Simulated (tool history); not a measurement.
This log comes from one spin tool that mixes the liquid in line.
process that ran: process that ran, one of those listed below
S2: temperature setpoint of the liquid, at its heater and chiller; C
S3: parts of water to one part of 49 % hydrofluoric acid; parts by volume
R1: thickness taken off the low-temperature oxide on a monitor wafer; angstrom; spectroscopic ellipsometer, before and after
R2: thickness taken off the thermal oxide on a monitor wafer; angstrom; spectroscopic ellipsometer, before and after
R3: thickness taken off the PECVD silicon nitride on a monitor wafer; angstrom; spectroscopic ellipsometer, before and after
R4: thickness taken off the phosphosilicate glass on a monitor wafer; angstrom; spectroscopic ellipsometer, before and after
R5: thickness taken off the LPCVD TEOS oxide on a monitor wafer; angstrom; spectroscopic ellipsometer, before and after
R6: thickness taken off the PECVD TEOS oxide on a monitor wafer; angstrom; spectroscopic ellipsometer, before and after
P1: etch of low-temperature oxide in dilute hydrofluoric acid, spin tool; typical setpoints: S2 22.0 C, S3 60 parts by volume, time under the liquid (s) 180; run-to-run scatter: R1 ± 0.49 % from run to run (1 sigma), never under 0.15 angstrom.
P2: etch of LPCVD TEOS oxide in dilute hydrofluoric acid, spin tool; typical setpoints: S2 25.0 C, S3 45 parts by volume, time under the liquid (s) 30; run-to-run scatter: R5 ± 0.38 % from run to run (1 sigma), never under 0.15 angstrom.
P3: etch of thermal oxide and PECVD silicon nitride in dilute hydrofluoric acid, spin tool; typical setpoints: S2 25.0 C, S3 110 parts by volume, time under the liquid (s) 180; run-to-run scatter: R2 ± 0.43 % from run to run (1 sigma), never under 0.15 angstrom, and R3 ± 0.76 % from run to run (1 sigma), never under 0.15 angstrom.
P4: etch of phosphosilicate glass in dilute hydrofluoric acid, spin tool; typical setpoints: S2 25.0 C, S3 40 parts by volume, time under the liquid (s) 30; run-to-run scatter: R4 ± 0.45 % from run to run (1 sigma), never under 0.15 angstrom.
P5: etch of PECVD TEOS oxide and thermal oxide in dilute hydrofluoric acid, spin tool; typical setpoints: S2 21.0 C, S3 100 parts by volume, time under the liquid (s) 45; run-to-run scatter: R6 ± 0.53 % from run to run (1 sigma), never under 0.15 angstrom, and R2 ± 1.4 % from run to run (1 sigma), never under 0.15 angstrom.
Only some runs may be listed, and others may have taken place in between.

{"run": 1, "hour": 7.4, "process that ran": "P1", "S2": 22.0, "S3": 60, "time under the liquid (s)": 180, "R1": 416.51}
{"run": 2, "hour": 14.5, "process that ran": "P1", "S2": 22.0, "S3": 60, "time under the liquid (s)": 180, "R1": 417.89}
{"run": 3, "hour": 21.4, "process that ran": "P3", "S2": 25.0, "S3": 175, "time under the liquid (s)": 180, "R2": 44.778, "R3": 21.944}
{"run": 4, "hour": 28.3, "process that ran": "P1", "S2": 22.0, "S3": 60, "time under the liquid (s)": 350, "R1": 811.16}
{"run": 5, "hour": 36.5, "process that ran": "P4", "S2": 25.0, "S3": 25, "time under the liquid (s)": 30, "R4": 821.97}
{"run": 6, "hour": 40.6, "process that ran": "P2", "S2": 25.0, "S3": 20, "time under the liquid (s)": 30, "R5": 492.47}
{"run": 7, "hour": 47.5, "process that ran": "P5", "S2": 28.5, "S3": 100, "time under the liquid (s)": 45, "R2": 25.639, "R6": 95.048}
{"run": 8, "hour": 54.4, "process that ran": "P3", "S2": 25.0, "S3": 110, "time under the liquid (s)": 20, "R2": 8.3537, "R3": 3.9977}
{"run": 9, "hour": 59.5, "process that ran": "P2", "S2": 17.0, "S3": 45, "time under the liquid (s)": 30, "R5": 151.38}
{"run": 10, "hour": 67.1, "process that ran": "P3", "S2": 25.0, "S3": 110, "time under the liquid (s)": 180, "R2": 76.66, "R3": 34.596}
{"run": 11, "hour": 73.2, "process that ran": "P5", "S2": 21.0, "S3": 100, "time under the liquid (s)": 45, "R2": 19.467, "R6": 70.992}
{"run": 12, "hour": 81.2, "process that ran": "P1", "S2": 22.0, "S3": 60, "time under the liquid (s)": 180, "R1": 417.29}
{"run": 13, "hour": 86.9, "process that ran": "P1", "S2": 22.0, "S3": 60, "time under the liquid (s)": 180, "R1": 416.8}
{"run": 14, "hour": 92.6, "process that ran": "P4", "S2": 25.0, "S3": 40, "time under the liquid (s)": 30, "R4": 502.24}
{"run": 15, "hour": 96.8, "process that ran": "P4", "S2": 25.0, "S3": 40, "time under the liquid (s)": 30, "R4": 501.81}
{"run": 16, "hour": 103.8, "process that ran": "P1", "S2": 22.0, "S3": 60, "time under the liquid (s)": 180, "R1": 416.29}
{"run": 17, "hour": 111.3, "process that ran": "P1", "S2": 26.5, "S3": 60, "time under the liquid (s)": 180, "R1": 500.23}
{"run": 18, "hour": 116.3, "process that ran": "P1", "S2": 22.0, "S3": 60, "time under the liquid (s)": 85, "R1": 196.74}
{"run": 19, "hour": 123.9, "process that ran": "P1", "S2": 27.0, "S3": 95, "time under the liquid (s)": 180, "R1": 307.3}
{"run": 20, "hour": 130.7, "process that ran": "P2", "S2": 25.0, "S3": 45, "time under the liquid (s)": 30, "R5": 211.13}
{"run": 21, "hour": 136.6, "process that ran": "P1", "S2": 22.0, "S3": 85, "time under the liquid (s)": 180, "R1": 283.16}
{"run": 22, "hour": 142.0, "process that ran": "P4", "S2": 33.5, "S3": 40, "time under the liquid (s)": 30, "R4": 706.42}
{"run": 23, "hour": 148.6, "process that ran": "P5", "S2": 21.0, "S3": 100, "time under the liquid (s)": 45, "R2": 19.427, "R6": 71.214}
{"run": 24, "hour": 154.5, "process that ran": "P2", "S2": 25.0, "S3": 45, "time under the liquid (s)": 30, "R5": 211.85}
{"run": 25, "hour": 161.3, "process that ran": "P1", "S2": 18.0, "S3": 60, "time under the liquid (s)": 180, "R1": 354.21}
{"run": 26, "hour": 167.9, "process that ran": "P5", "S2": 21.0, "S3": 55, "time under the liquid (s)": 45, "R2": 37.077, "R6": 135.89}
{"run": 27, "hour": 176.4, "process that ran": "P4", "S2": 25.0, "S3": 40, "time under the liquid (s)": 15, "R4": 252.23}
{"run": 28, "hour": 183.7, "process that ran": "P1", "S2": 22.0, "S3": 60, "time under the liquid (s)": 180, "R1": 418.89}
{"run": 29, "hour": 187.6, "process that ran": "P2", "S2": 25.0, "S3": 45, "time under the liquid (s)": 15, "R5": 105.65}

What will run 30 give?
{"run": 30, "hour": 195.2, "process that ran": "P1", "S2": 22.0, "S3": 60, "time under the liquid (s)": 180, "R1": "?"}

{"run 30": {"R1": 418.93}}

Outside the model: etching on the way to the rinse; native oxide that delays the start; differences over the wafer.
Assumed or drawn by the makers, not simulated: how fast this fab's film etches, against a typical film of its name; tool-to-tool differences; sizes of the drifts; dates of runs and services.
